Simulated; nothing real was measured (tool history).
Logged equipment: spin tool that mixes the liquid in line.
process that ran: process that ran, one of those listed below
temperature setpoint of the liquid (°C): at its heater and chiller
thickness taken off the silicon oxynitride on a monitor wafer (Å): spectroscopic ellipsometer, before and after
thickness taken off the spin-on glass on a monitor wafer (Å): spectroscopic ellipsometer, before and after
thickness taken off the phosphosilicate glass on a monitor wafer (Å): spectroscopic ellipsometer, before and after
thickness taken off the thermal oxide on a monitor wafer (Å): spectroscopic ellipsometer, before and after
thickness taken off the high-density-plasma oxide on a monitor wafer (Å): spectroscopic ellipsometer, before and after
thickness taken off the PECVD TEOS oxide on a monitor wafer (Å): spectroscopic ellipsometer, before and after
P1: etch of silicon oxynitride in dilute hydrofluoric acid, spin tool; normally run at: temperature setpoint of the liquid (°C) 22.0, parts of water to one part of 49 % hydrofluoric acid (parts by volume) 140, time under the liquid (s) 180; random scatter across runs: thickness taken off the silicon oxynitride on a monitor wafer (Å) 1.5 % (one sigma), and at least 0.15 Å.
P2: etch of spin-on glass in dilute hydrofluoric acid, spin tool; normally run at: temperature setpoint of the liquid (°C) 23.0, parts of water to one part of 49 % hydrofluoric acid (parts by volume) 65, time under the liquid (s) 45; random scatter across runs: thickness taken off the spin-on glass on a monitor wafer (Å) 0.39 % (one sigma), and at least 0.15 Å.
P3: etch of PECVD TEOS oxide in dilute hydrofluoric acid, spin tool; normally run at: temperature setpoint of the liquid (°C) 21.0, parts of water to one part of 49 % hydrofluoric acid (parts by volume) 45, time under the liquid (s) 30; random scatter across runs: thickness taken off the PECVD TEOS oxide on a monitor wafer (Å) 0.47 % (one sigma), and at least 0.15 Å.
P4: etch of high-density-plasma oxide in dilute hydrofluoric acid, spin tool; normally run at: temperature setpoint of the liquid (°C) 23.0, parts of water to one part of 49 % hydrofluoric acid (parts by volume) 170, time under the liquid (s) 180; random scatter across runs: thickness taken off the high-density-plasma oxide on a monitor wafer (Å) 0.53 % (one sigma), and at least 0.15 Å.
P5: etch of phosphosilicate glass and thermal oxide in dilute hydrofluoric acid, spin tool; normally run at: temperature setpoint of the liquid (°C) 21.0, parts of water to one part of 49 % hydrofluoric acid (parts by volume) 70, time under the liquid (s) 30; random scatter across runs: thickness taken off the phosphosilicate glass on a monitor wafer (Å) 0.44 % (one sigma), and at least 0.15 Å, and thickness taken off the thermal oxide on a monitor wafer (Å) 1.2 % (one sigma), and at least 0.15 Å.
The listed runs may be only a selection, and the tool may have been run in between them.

run   hour  process that ran  temperature setpoint of the liquid (°C)  parts of water to one part of 49 % hydrofluoric acid (parts by volume)  time under the liquid (s)  hours since the thermometer was replaced  hours since the hydrofluoric acid flow meter was replaced  thickness taken off the silicon oxynitride on a monitor wafer (Å)  thickness taken off the spin-on glass on a monitor wafer (Å)  thickness taken off the phosphosilicate glass on a monitor wafer (Å)  thickness taken off the thermal oxide on a monitor wafer (Å)  thickness taken off the high-density-plasma oxide on a monitor wafer (Å)  thickness taken off the PECVD TEOS oxide on a monitor wafer (Å)
  1    6.9                P1                                     22.0                                                                     140                        180                                     216.8                                                      315.1                                                            16.5990
  2   11.0                P1                                     22.0                                                                     240                        180                                     220.9                                                      319.2                                                             9.2449
  3   16.7                P1                                     18.0                                                                     140                         95                                     226.6                                                      324.9                                                             7.3841
  4   21.7                P2                                     17.0                                                                      65                         45                                     231.6                                                      329.9                                                                                                                          164.780
  5   27.6                P5                                     21.0                                                                      70                         30                                     237.5                                                      335.8                                                                                                                                                                                                 701.09                                                        18.041
  6   32.2                P4                                     23.0                                                                     170                         15                                     242.1                                                      340.4                                                                                                                                                                                                                                                                                                                                         3.8705
  7   37.4                P5                                     21.0                                                                      25                         30                                     247.3                                                      345.6                                                                                                                                                                                                2091.10                                                        55.252
  8   45.3                P3                                     25.0                                                                      45                         30                                     255.2                                                      353.5                                                                                                                                                                                                                                                                                                                                                                                                          95.680
  9   51.2                P1                                     22.0                                                                     140                        180                                     261.1                                                      359.4                                                            16.6780
 10   56.1                P2                                     23.0                                                                      95                         45                                     266.0                                                      364.3                                                                                                                          141.070
 11   62.1                P3                                     21.0                                                                      45                         60                                     272.0                                                      370.3                                                                                                                                                                                                                                                                                                                                                                                                         160.780
 12   70.1                P2                                     23.0                                                                      65                         45                                     280.0                                                      378.3                                                                                                                          213.240
 13   77.8                P1                                     28.5                                                                     140                        180                                     287.7                                                      386.0                                                            22.6970
      82.5  -- thermometer replaced
 14   85.1                P3                                     21.0                                                                      75                         30                                       2.6                                                      393.3                                                                                                                                                                                                                                                                                                                                                                                                          46.498
 15   91.5                P1                                     22.0                                                                     140                        330                                       9.0                                                      399.7                                                            30.6100
 16   99.5                P5                                     17.0                                                                      70                         30                                      17.0                                                      407.7                                                                                                                                                                                                 593.78                                                        15.202
 17  106.0                P1                                     22.0                                                                     140                         15                                      23.5                                                      414.2                                                             1.5606
 18  112.7                P1                                     22.0                                                                     140                        180                                      30.2                                                      420.9                                                            16.8230
 19  118.0                P2                                     23.0                                                                      65                         15                                      35.5                                                      426.2                                                                                                                           71.116
 20  124.1                P4                                     23.0                                                                     170                        180                                      41.6                                                      432.3                                                                                                                                                                                                                                                                                                                                        47.4970
 21  132.3                P1                                     17.0                                                                     140                        180                                      49.8                                                      440.5                                                            13.1590
 22  137.0                P1                                     22.0                                                                      55                        180                                      54.5                                                      445.2                                                            47.1660
 23  140.6                P3                                     21.0                                                                      45                         30                                      58.1                                                      448.8                                                                                                                                                                                                                                                                                                                                                                                                          80.940
 24  147.7                P3                                     21.0                                                                      45                         30                                      65.2                                                      455.9                                                                                                                                                                                                                                                                                                                                                                                                          81.164
 25  153.7                P1                                     22.0                                                                     140                        180                                      71.2                                                      461.9                                                            16.6940
 26  158.3                P1                                     22.0                                                                     140                        180                                      75.8                                                      466.5                                                            16.5330
 27  165.6                P4                                     23.0                                                                     270                        180                                      83.1                                                      473.8                                                                                                                                                                                                                                                                                                                                        26.9410
 28  171.8                P5                                     21.0                                                                      70                         60                                      89.3                                                      480.0                                                                                                                                                                                                1412.70                                                        37.463
 29  177.6                P2                                     23.0                                                                      65                         45                                      95.1                                                      485.8                                                                                                                          213.410
 30  184.4                P4                                     31.5                                                                     170                        180                                     101.9                                                      492.6                                                                                                                                                                                                                                                                                                                                        64.8210
 31  190.2                P1                                     22.0                                                                     140                        180                                     107.7                                                      498.4                                                            17.0050
 32  196.5                P1                                     22.0                                                                     140                        180                                     114.0                                                      504.7                                                            16.6080
 33  201.5                P1                                     22.0                                                                     140                        180                                     119.0                                                      509.7                                                            17.1880
 34  205.3                P1                                     22.0                                                                     140                        180                                     122.8                                                      513.5                                                            16.2450
 35  210.6                P1                                     22.0                                                                     140                        180                                     128.1                                                      518.8                                                            16.0140
 36  215.3                P1                                     22.0                                                                     140                        180                                     132.8                                                      523.5                                                            15.5850
 37  221.9                P1                                     22.0                                                                     140                        180                                     139.4                                                      530.1                                                            15.0960
 38  229.7                P1                                     22.0                                                                     140                        180                                     147.2                                                      537.9                                                            15.8610
 39  237.1                P1                                     22.0                                                                     140                        180                                     154.6                                                      545.3                                                            15.4720
 40  242.2                P1                                     22.0                                                                     140                        180                                     159.7                                                      550.4                                                            15.2050

What P1 gives has crept away from where it was. These 2 causes fit the log equally well, each at the size given:
A: liquid colder than its thermometer reads (K) = 1.89
B: hydrofluoric acid flow below the setpoint (%) = 7.77
Onset of the creep was near hour 196.5.

Each of the check runs listed below is run on 2 wafers and reports their average, with the results left as question marks. Pick the one under which the possible causes would lead to clearly different results.
check 1  247.3                P3                                     21.0                                                                      70                         50                                                                                                                                                                                                                                                                                                                                                                                                                                                                                                                    ?
check 2  247.3                P2                                     17.0                                                                      80                         45                                                                                                                                                                                                                                     ?
check 3  247.3                P4                                     30.0                                                                     235                        180                                                                                                                                                                                                                                                                                                                                                                                                                                                   ?
check 4  247.3                P5                                     21.0                                                                      40                         30                                                                                                                                                                                                                                                                                                           ?                                                             ?

What every check run would give for each of its results, assuming each possible cause in turn:
  check                                                                    result     if A     if B
check 1           thickness taken off the PECVD TEOS oxide on a monitor wafer (Å)   77.539   76.859
check 2              thickness taken off the spin-on glass on a monitor wafer (Å)  122.520  121.700
check 3  thickness taken off the high-density-plasma oxide on a monitor wafer (Å)  38.3820  36.8920
check 4      thickness taken off the phosphosilicate glass on a monitor wafer (Å)  1179.70  1174.70
check 4              thickness taken off the thermal oxide on a monitor wafer (Å)   30.675   30.545
Gap, in per cent, between the two causes that each check separates least, read from the result that separates them most: check 1 0.88 %; check 2 0.67 %; check 3 3.96 %; check 4 0.43 %
The other checks would show nearly matching results whichever cause is true, so check 3 is the only one that separates the causes.

Check 3 has now been run. It gave: thickness taken off the high-density-plasma oxide on a monitor wafer (Å) 38.2770. Which of the candidate causes is it?

It was cause A: liquid colder than its thermometer reads (K).
